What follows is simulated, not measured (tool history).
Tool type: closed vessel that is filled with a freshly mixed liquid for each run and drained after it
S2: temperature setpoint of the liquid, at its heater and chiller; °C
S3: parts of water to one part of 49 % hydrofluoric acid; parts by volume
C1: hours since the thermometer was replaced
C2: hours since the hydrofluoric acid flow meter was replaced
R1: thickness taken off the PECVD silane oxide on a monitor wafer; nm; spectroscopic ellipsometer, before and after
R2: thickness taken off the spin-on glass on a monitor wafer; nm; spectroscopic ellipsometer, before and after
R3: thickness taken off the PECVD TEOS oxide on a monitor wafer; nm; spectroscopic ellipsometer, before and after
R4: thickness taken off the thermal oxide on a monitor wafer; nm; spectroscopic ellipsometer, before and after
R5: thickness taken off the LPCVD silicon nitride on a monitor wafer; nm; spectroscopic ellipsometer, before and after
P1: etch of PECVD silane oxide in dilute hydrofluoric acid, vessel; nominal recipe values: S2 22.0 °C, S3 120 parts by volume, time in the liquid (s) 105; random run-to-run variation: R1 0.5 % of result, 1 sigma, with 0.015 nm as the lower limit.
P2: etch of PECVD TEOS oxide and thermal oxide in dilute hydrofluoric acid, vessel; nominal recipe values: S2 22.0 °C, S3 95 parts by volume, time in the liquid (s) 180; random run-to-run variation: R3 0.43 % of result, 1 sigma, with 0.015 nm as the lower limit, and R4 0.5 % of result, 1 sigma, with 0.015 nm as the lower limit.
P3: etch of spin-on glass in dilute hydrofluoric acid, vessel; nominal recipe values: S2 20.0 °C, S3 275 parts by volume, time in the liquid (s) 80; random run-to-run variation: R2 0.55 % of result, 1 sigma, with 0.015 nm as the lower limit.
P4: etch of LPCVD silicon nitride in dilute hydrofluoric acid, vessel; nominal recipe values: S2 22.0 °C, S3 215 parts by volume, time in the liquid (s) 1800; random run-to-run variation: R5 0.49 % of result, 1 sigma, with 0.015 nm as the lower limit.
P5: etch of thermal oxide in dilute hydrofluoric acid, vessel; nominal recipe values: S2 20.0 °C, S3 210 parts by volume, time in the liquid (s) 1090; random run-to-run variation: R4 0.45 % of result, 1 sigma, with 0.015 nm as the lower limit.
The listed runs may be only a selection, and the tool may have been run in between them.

run 1 hour=7.5 | process_that_ran=P1 S2=22.0 S3=120 time_in_the_liquid_(s)=105 | C1=1729.6 C2=319.9 | R1=12.1720
run 2 hour=20.2 | process_that_ran=P3 S2=27.0 S3=275 time_in_the_liquid_(s)=80 | C1=1742.3 C2=332.6 | R2=5.7271
run 3 hour=27.6 | process_that_ran=P2 S2=22.0 S3=95 time_in_the_liquid_(s)=180 | C1=1749.7 C2=340.0 | R3=24.501 R4=8.7755
run 4 hour=35.5 | process_that_ran=P5 S2=20.0 S3=210 time_in_the_liquid_(s)=1090 | C1=1757.6 C2=347.9 | R4=18.9200
run 5 hour=43.6 | process_that_ran=P4 S2=17.0 S3=215 time_in_the_liquid_(s)=1800 | C1=1765.7 C2=356.0 | R5=3.1812
run 6 hour=49.3 | process_that_ran=P2 S2=22.0 S3=95 time_in_the_liquid_(s)=180 | C1=1771.4 C2=361.7 | R3=24.445 R4=8.8233
run 7 hour=62.3 | process_that_ran=P1 S2=22.0 S3=120 time_in_the_liquid_(s)=105 | C1=1784.4 C2=374.7 | R1=12.1620
run 8 hour=74.1 | process_that_ran=P1 S2=22.0 S3=75 time_in_the_liquid_(s)=105 | C1=1796.2 C2=386.5 | R1=20.2860
run 9 hour=80.8 | process_that_ran=P4 S2=22.0 S3=215 time_in_the_liquid_(s)=1800 | C1=1802.9 C2=393.2 | R5=4.4367
run 10 hour=88.5 | process_that_ran=P3 S2=20.0 S3=275 time_in_the_liquid_(s)=80 | C1=1810.6 C2=400.9 | R2=4.4960
run 11 hour=100.8 | process_that_ran=P5 S2=20.0 S3=210 time_in_the_liquid_(s)=370 | C1=1822.9 C2=413.2 | R4=6.4000
run 12 hour=109.0 | process_that_ran=P1 S2=22.0 S3=120 time_in_the_liquid_(s)=105 | C1=1831.1 C2=421.4 | R1=12.0450
run 13 hour=121.5 | process_that_ran=P3 S2=20.0 S3=115 time_in_the_liquid_(s)=80 | C1=1843.6 C2=433.9 | R2=12.4430
-- hour=124.5 thermometer replaced
run 14 hour=127.7 | process_that_ran=P1 S2=22.0 S3=120 time_in_the_liquid_(s)=30 | C1=3.3 C2=440.1 | R1=3.4494
run 15 hour=138.4 | process_that_ran=P4 S2=22.0 S3=115 time_in_the_liquid_(s)=1800 | C1=14.0 C2=450.8 | R5=8.1313
run 16 hour=148.1 | process_that_ran=P2 S2=22.0 S3=165 time_in_the_liquid_(s)=180 | C1=23.7 C2=460.5 | R3=13.047 R4=4.7047
run 17 hour=153.9 | process_that_ran=P2 S2=17.0 S3=95 time_in_the_liquid_(s)=180 | C1=29.5 C2=466.3 | R3=20.047 R4=7.2538
run 18 hour=159.7 | process_that_ran=P1 S2=22.0 S3=185 time_in_the_liquid_(s)=105 | C1=35.3 C2=472.1 | R1=7.3874
run 19 hour=170.8 | process_that_ran=P5 S2=25.0 S3=210 time_in_the_liquid_(s)=1090 | C1=46.4 C2=483.2 | R4=23.0000
run 20 hour=181.6 | process_that_ran=P1 S2=22.0 S3=120 time_in_the_liquid_(s)=155 | C1=57.2 C2=494.0 | R1=17.7960
run 21 hour=191.0 | process_that_ran=P1 S2=22.0 S3=120 time_in_the_liquid_(s)=105 | C1=66.6 C2=503.4 | R1=12.2750
run 22 hour=198.1 | process_that_ran=P1 S2=17.0 S3=120 time_in_the_liquid_(s)=105 | C1=73.7 C2=510.5 | R1=9.8801
run 23 hour=207.1 | process_that_ran=P1 S2=22.0 S3=120 time_in_the_liquid_(s)=105 | C1=82.7 C2=519.5 | R1=12.1320
run 24 hour=213.5 | process_that_ran=P5 S2=20.0 S3=90 time_in_the_liquid_(s)=1090 | C1=89.1 C2=525.9 | R4=50.0890
run 25 hour=224.1 | process_that_ran=P4 S2=22.0 S3=215 time_in_the_liquid_(s)=735 | C1=99.7 C2=536.5 | R5=1.8267
run 26 hour=231.3 | process_that_ran=P3 S2=20.0 S3=275 time_in_the_liquid_(s)=155 | C1=106.9 C2=543.7 | R2=8.6342
run 27 hour=244.0 | process_that_ran=P2 S2=22.0 S3=95 time_in_the_liquid_(s)=290 | C1=119.6 C2=556.4 | R3=39.282 R4=14.1250
run 28 hour=251.2 | process_that_ran=P1 S2=26.5 S3=120 time_in_the_liquid_(s)=105 | C1=126.8 C2=563.6 | R1=14.4960
run 29 hour=258.1 | process_that_ran=P3 S2=20.0 S3=275 time_in_the_liquid_(s)=80 | C1=133.7 C2=570.5 | R2=4.4540
run 30 hour=267.6 | process_that_ran=P1 S2=29.5 S3=120 time_in_the_liquid_(s)=30 | C1=143.2 C2=580.0 | R1=4.6245
run 31 hour=275.6 | process_that_ran=P1 S2=22.0 S3=120 time_in_the_liquid_(s)=105 | C1=151.2 C2=588.0 | R1=12.1680
run 32 hour=286.6 | process_that_ran=P1 S2=22.0 S3=120 time_in_the_liquid_(s)=105 | C1=162.2 C2=599.0 | R1=12.4690
run 33 hour=293.8 | process_that_ran=P1 S2=22.0 S3=120 time_in_the_liquid_(s)=105 | C1=169.4 C2=606.2 | R1=12.6220
run 34 hour=301.3 | process_that_ran=P1 S2=22.0 S3=120 time_in_the_liquid_(s)=105 | C1=176.9 C2=613.7 | R1=12.7600
run 35 hour=311.3 | process_that_ran=P1 S2=22.0 S3=120 time_in_the_liquid_(s)=105 | C1=186.9 C2=623.7 | R1=12.7930
run 36 hour=319.6 | process_that_ran=P1 S2=22.0 S3=120 time_in_the_liquid_(s)=105 | C1=195.2 C2=632.0 | R1=12.7530
run 37 hour=326.5 | process_that_ran=P1 S2=22.0 S3=120 time_in_the_liquid_(s)=105 | C1=202.1 C2=638.9 | R1=12.8600
run 38 hour=334.5 | process_that_ran=P1 S2=22.0 S3=120 time_in_the_liquid_(s)=105 | C1=210.1 C2=646.9 | R1=12.8910
run 39 hour=344.4 | process_that_ran=P1 S2=22.0 S3=120 time_in_the_liquid_(s)=105 | C1=220.0 C2=656.8 | R1=12.8310

Compared with where it was, what P1 gives has crept away. Each cause listed below fits the log as well as the rest, at the size given for it:
A: hydrofluoric acid flow above the setpoint (%) = 5.13
B: liquid hotter than its thermometer reads (K) = 1.44
Creep in the process output first set in at about hour 275.6.

Question marks stand in for the results of the 4 check runs listed below, each run on one wafer. Under which run would the listed causes show clearly different results?
run check 1 hour=354.3 | process_that_ran=P3 S2=20.0 S3=275 time_in_the_liquid_(s)=80 | R2=?
run check 2 hour=354.3 | process_that_ran=P5 S2=20.0 S3=210 time_in_the_liquid_(s)=1090 | R4=?
run check 3 hour=354.3 | process_that_ran=P2 S2=22.0 S3=95 time_in_the_liquid_(s)=180 | R3=? R4=?
run check 4 hour=354.3 | process_that_ran=P4 S2=22.0 S3=215 time_in_the_liquid_(s)=1800 | R5=?

What each check would give under each cause:
check=check_1 result=R2 if_A=4.7515 if_B=4.7064
check=check_2 result=R4 if_A=20.1260 if_B=20.0220
check=check_3 result=R3 if_A=25.967 if_B=26.028
check=check_3 result=R4 if_A=9.3010 if_B=9.3229
check=check_4 result=R5 if_A=4.6332 if_B=4.8349
Per check, the gap between the least separated pair of causes, taken in the result that splits them most: check 1 0.95 %; check 2 0.52 %; check 3 0.23 %; check 4 4.26 %
Check 4 distinguishes between the causes, while the remaining checks would return nearly the same result for all of them.

After running check 4, the following was obtained: R5 4.5712 nm. Which cause does this point to?

Of the candidate causes, it is A: hydrofluoric acid flow above the setpoint (%).

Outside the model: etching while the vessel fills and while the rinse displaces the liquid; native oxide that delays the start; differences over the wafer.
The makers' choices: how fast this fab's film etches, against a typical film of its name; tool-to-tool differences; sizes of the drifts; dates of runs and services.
